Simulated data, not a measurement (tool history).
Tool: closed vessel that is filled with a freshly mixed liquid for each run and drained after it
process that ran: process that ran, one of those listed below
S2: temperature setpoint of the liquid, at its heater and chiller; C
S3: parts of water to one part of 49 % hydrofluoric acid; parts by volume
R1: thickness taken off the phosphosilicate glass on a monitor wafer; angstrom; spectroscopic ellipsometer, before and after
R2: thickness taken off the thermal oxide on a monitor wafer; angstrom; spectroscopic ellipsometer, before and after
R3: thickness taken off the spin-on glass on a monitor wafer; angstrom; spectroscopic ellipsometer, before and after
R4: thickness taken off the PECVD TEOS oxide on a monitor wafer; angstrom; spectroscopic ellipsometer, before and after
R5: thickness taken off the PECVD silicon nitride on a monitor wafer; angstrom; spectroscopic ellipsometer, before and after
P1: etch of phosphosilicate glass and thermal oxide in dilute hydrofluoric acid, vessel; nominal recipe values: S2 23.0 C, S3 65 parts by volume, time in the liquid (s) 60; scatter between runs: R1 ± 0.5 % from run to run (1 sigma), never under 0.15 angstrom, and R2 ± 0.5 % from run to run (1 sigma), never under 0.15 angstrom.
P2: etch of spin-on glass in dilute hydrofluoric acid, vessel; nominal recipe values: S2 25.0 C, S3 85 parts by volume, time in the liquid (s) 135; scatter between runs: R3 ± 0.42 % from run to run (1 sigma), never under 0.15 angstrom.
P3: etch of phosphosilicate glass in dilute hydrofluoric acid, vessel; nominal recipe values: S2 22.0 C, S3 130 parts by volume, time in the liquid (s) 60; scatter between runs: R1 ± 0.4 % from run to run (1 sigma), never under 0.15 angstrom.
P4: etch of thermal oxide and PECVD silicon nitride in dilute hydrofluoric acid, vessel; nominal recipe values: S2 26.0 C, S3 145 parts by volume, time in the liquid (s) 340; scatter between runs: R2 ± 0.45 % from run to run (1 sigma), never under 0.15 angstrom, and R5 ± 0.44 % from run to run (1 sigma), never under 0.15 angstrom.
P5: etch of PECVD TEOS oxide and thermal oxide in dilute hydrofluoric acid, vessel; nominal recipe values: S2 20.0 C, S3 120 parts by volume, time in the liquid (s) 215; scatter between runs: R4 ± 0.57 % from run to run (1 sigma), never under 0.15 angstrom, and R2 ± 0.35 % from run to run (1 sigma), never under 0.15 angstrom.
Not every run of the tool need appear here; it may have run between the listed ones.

Run 1, hour 18.1: process that ran P1, S2 23.0 C, S3 65 parts by volume, time in the liquid (s) 60. Result: R1 1643.60 angstrom, R2 43.522 angstrom.
Run 2, hour 27.6: process that ran P1, S2 23.0 C, S3 110 parts by volume, time in the liquid (s) 110. Result: R1 1691.40 angstrom, R2 45.091 angstrom.
Run 3, hour 42.1: process that ran P2, S2 25.0 C, S3 135 parts by volume, time in the liquid (s) 135. Result: R3 261.48 angstrom.
Run 4, hour 52.0: process that ran P3, S2 22.0 C, S3 130 parts by volume, time in the liquid (s) 30. Result: R1 185.99 angstrom.
Run 5, hour 69.9: process that ran P2, S2 25.0 C, S3 85 parts by volume, time in the liquid (s) 210. Result: R3 686.25 angstrom.
Run 6, hour 87.7: process that ran P5, S2 20.0 C, S3 30 parts by volume, time in the liquid (s) 215. Result: R2 317.870 angstrom, R4 671.010 angstrom.
Run 7, hour 98.0: process that ran P1, S2 23.0 C, S3 110 parts by volume, time in the liquid (s) 60. Result: R1 924.12 angstrom, R2 24.423 angstrom.
Run 8, hour 111.2: process that ran P3, S2 22.0 C, S3 130 parts by volume, time in the liquid (s) 60. Result: R1 375.37 angstrom.
Run 9, hour 122.1: process that ran P5, S2 20.0 C, S3 120 parts by volume, time in the liquid (s) 215. Result: R2 72.530 angstrom, R4 149.940 angstrom.
Run 10, hour 135.6: process that ran P2, S2 25.0 C, S3 85 parts by volume, time in the liquid (s) 135. Result: R3 443.95 angstrom.
Run 11, hour 145.9: process that ran P1, S2 23.0 C, S3 65 parts by volume, time in the liquid (s) 60. Result: R1 1650.60 angstrom, R2 43.469 angstrom.
Run 12, hour 159.7: process that ran P4, S2 21.5 C, S3 145 parts by volume, time in the liquid (s) 340. Result: R2 93.684 angstrom, R5 34.204 angstrom.
Run 13, hour 171.8: process that ran P1, S2 19.0 C, S3 65 parts by volume, time in the liquid (s) 60. Result: R1 1380.10 angstrom, R2 37.240 angstrom.
Run 14, hour 184.0: process that ran P1, S2 23.0 C, S3 30 parts by volume, time in the liquid (s) 60. Result: R1 3735.50 angstrom, R2 99.268 angstrom.
Run 15, hour 196.3: process that ran P1, S2 30.5 C, S3 65 parts by volume, time in the liquid (s) 30. Result: R1 1112.10 angstrom, R2 29.837 angstrom.
Run 16, hour 209.0: process that ran P4, S2 26.0 C, S3 75 parts by volume, time in the liquid (s) 340. Result: R2 234.110 angstrom, R5 86.868 angstrom.
Run 17, hour 223.7: process that ran P1, S2 28.5 C, S3 65 parts by volume, time in the liquid (s) 60. Result: R1 2028.70 angstrom, R2 54.623 angstrom.
Run 18, hour 233.5: process that ran P4, S2 26.0 C, S3 145 parts by volume, time in the liquid (s) 340. Result: R2 112.140 angstrom, R5 45.669 angstrom.
Run 19, hour 246.0: process that ran P1, S2 23.0 C, S3 65 parts by volume, time in the liquid (s) 60. Result: R1 1649.50 angstrom, R2 43.849 angstrom.
Run 20, hour 260.6: process that ran P1, S2 23.0 C, S3 65 parts by volume, time in the liquid (s) 60. Result: R1 1638.20 angstrom, R2 43.606 angstrom.
Run 21, hour 270.8: process that ran P1, S2 23.0 C, S3 65 parts by volume, time in the liquid (s) 60. Result: R1 1651.70 angstrom, R2 43.876 angstrom.
Run 22, hour 287.1: process that ran P4, S2 26.0 C, S3 145 parts by volume, time in the liquid (s) 340. Result: R2 111.120 angstrom, R5 45.185 angstrom.
Run 23, hour 297.4: process that ran P5, S2 20.0 C, S3 120 parts by volume, time in the liquid (s) 105. Result: R2 35.406 angstrom, R4 72.733 angstrom.
Run 24, hour 306.0: process that ran P1, S2 23.0 C, S3 65 parts by volume, time in the liquid (s) 30. Result: R1 816.88 angstrom, R2 21.872 angstrom.
Run 25, hour 318.4: process that ran P3, S2 17.0 C, S3 130 parts by volume, time in the liquid (s) 60. Result: R1 305.54 angstrom.
Run 26, hour 336.8: process that ran P2, S2 18.5 C, S3 85 parts by volume, time in the liquid (s) 135. Result: R3 336.12 angstrom.
Run 27, hour 353.3: process that ran P1, S2 23.0 C, S3 65 parts by volume, time in the liquid (s) 60. Result: R1 1636.80 angstrom, R2 44.219 angstrom.
Run 28, hour 368.2: process that ran P1, S2 23.0 C, S3 65 parts by volume, time in the liquid (s) 95. Result: R1 2607.10 angstrom, R2 69.858 angstrom.
Run 29, hour 381.6: process that ran P3, S2 22.0 C, S3 55 parts by volume, time in the liquid (s) 60. Result: R1 961.73 angstrom.
Run 30, hour 398.2: process that ran P5, S2 26.5 C, S3 120 parts by volume, time in the liquid (s) 215. Result: R2 93.129 angstrom, R4 191.640 angstrom.
Run 31, hour 409.6: process that ran P1, S2 31.0 C, S3 65 parts by volume, time in the liquid (s) 100. Result: R1 3788.60 angstrom, R2 100.680 angstrom.
Run 32, hour 419.0: process that ran P2, S2 25.0 C, S3 85 parts by volume, time in the liquid (s) 135. Result: R3 442.80 angstrom.
Run 33, hour 431.8: process that ran P4, S2 26.0 C, S3 145 parts by volume, time in the liquid (s) 95. Result: R2 30.973 angstrom, R5 12.396 angstrom.
Run 34, hour 446.0: process that ran P1, S2 23.0 C, S3 65 parts by volume, time in the liquid (s) 60. Result: R1 1638.30 angstrom, R2 43.493 angstrom.
Run 35, hour 460.7: process that ran P1, S2 23.0 C, S3 65 parts by volume, time in the liquid (s) 60. Result: R1 1687.10 angstrom, R2 45.102 angstrom.
Run 36, hour 472.1: process that ran P1, S2 23.0 C, S3 65 parts by volume, time in the liquid (s) 60. Result: R1 1710.30 angstrom, R2 45.795 angstrom.
Run 37, hour 488.2: process that ran P1, S2 23.0 C, S3 65 parts by volume, time in the liquid (s) 60. Result: R1 1735.60 angstrom, R2 46.696 angstrom.
Run 38, hour 506.3: process that ran P1, S2 23.0 C, S3 65 parts by volume, time in the liquid (s) 60. Result: R1 1741.20 angstrom, R2 46.980 angstrom.
Run 39, hour 516.2: process that ran P1, S2 23.0 C, S3 65 parts by volume, time in the liquid (s) 60. Result: R1 1757.70 angstrom, R2 46.531 angstrom.
Run 40, hour 534.0: process that ran P1, S2 23.0 C, S3 65 parts by volume, time in the liquid (s) 60. Result: R1 1761.60 angstrom, R2 47.203 angstrom.
Run 41, hour 549.1: process that ran P1, S2 23.0 C, S3 65 parts by volume, time in the liquid (s) 60. Result: R1 1754.20 angstrom, R2 47.581 angstrom.
Run 42, hour 564.6: process that ran P1, S2 23.0 C, S3 65 parts by volume, time in the liquid (s) 60. Result: R1 1765.80 angstrom, R2 46.867 angstrom.
Run 43, hour 574.9: process that ran P1, S2 23.0 C, S3 65 parts by volume, time in the liquid (s) 60. Result: R1 1770.50 angstrom, R2 47.026 angstrom.
Run 44, hour 588.2: process that ran P1, S2 23.0 C, S3 65 parts by volume, time in the liquid (s) 60. Result: R1 1785.10 angstrom, R2 47.471 angstrom.
Run 45, hour 597.6: process that ran P1, S2 23.0 C, S3 65 parts by volume, time in the liquid (s) 60. Result: R1 1753.70 angstrom, R2 47.585 angstrom.

P1 has crept away from where it was. The log is fitted equally well by each of these 2 causes, at the sizes shown:
A: liquid hotter than its thermometer reads (K) = 1.84
B: hydrofluoric acid flow above the setpoint (%) = 7.18
At approximately hour 446.0, the process output began to creep.

Listed below are the offered check runs, one wafer per run, with question marks in place of results. For which of them would the causes give clearly different outcomes?
Run check 1, hour 607.0: process that ran P3, S2 22.0 C, S3 130 parts by volume, time in the liquid (s) 60. Result: R1 ?.
Run check 2, hour 607.0: process that ran P4, S2 26.0 C, S3 145 parts by volume, time in the liquid (s) 340. Result: R2 ?, R5 ?.
Run check 3, hour 607.0: process that ran P5, S2 20.0 C, S3 120 parts by volume, time in the liquid (s) 215. Result: R2 ?, R4 ?.
Run check 4, hour 607.0: process that ran P2, S2 25.0 C, S3 85 parts by volume, time in the liquid (s) 135. Result: R3 ?.

How each check would come out, cause by cause:
  check  result     if A     if B
check 1      R1   401.04   403.90
check 2      R2  119.350  120.850
check 2      R5   50.911   48.580
check 3      R2   77.344   77.666
check 3      R4  160.870  161.530
check 4      R3   474.25   476.23
Gap, in per cent, between the two causes that each check separates least, read from the result that separates them most: check 1 0.71 %; check 2 4.69 %; check 3 0.41 %; check 4 0.42 %
Only check 2 tells the causes apart: in the others they would give nearly the same result.

Then check 2 was run and gave: R2 120.430 angstrom; R5 48.981 angstrom. Which cause is it?

B is the cause: hydrofluoric acid flow above the setpoint (%).

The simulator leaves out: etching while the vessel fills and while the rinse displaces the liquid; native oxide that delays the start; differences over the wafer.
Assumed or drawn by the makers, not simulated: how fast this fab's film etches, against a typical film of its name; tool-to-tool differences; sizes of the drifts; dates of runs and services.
